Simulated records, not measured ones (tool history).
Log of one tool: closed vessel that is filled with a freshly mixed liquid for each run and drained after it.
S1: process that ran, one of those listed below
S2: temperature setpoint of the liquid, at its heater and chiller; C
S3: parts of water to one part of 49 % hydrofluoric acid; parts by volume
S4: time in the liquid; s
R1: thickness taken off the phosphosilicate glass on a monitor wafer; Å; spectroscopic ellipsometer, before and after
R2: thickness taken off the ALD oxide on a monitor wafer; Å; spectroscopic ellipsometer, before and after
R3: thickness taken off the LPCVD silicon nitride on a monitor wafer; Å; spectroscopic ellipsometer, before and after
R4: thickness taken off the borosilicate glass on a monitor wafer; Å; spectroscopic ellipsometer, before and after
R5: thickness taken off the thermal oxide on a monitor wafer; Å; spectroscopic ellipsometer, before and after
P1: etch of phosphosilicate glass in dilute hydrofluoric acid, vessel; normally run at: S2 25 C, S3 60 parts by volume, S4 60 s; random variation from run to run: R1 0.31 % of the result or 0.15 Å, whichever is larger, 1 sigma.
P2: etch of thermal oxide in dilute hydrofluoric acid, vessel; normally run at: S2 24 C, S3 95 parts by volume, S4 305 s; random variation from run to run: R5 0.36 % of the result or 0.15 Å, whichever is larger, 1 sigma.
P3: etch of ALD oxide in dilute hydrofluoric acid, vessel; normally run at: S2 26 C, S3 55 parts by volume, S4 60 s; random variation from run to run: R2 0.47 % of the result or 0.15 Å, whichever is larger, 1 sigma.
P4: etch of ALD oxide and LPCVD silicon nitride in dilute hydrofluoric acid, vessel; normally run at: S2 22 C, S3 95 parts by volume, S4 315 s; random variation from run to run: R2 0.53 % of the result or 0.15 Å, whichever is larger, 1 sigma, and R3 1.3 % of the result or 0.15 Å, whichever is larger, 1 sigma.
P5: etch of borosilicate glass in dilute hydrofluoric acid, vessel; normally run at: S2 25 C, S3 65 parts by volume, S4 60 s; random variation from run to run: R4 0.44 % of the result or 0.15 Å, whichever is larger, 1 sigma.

run     day  S1    S2   S3   S4      R1      R2      R3      R4      R5
  1   0.296  P1    25   60   60  644.81
  2   0.679  P3    26   55  105           547.1
  3   0.983  P4    22   95   30          34.885   1.393
  4   1.292  P1    25   60   60   644.9
  5   1.596  P3    26   30   60          593.37
  6   2.158  P1    25   60   60   646.3
  7   2.733  P1    25   20   60  2042.9
  8   3.296  P5    25   65  100                          356.96
  9   3.783  P5  29.5   65   60                          258.39
 10     4.3  P1  29.5   60   60  771.09
 11   4.754  P1  18.5  100   60  283.32
 12   5.175  P5    25   65   60                          214.85
 13   5.525  P1    25   85   85  622.62
 14   5.842  P1    25   60   60  644.18
 15   6.221  P3  18.5   55   60          231.39
 16   6.529  P1    25   60   60  642.82
 17   6.808  P1    25   60  110  1184.5
 18   7.392  P1    19   60   60  502.21
 19   7.858  P2    24   95  305                                  156.56
 20    8.25  P3    26   55   60          314.28
 21   8.754  P4    17   95  315          295.03  11.229
 22   9.242  P4    22  180  315          174.31  8.4287
 23   9.717  P1    25   60   30  322.26
 24  10.017  P4    22   95  315          359.17  15.111

Run 25 comes next. What will it give?
 25  10.475  P5  25  65  60               ?

Run 25 gave R4 216.16 Å.
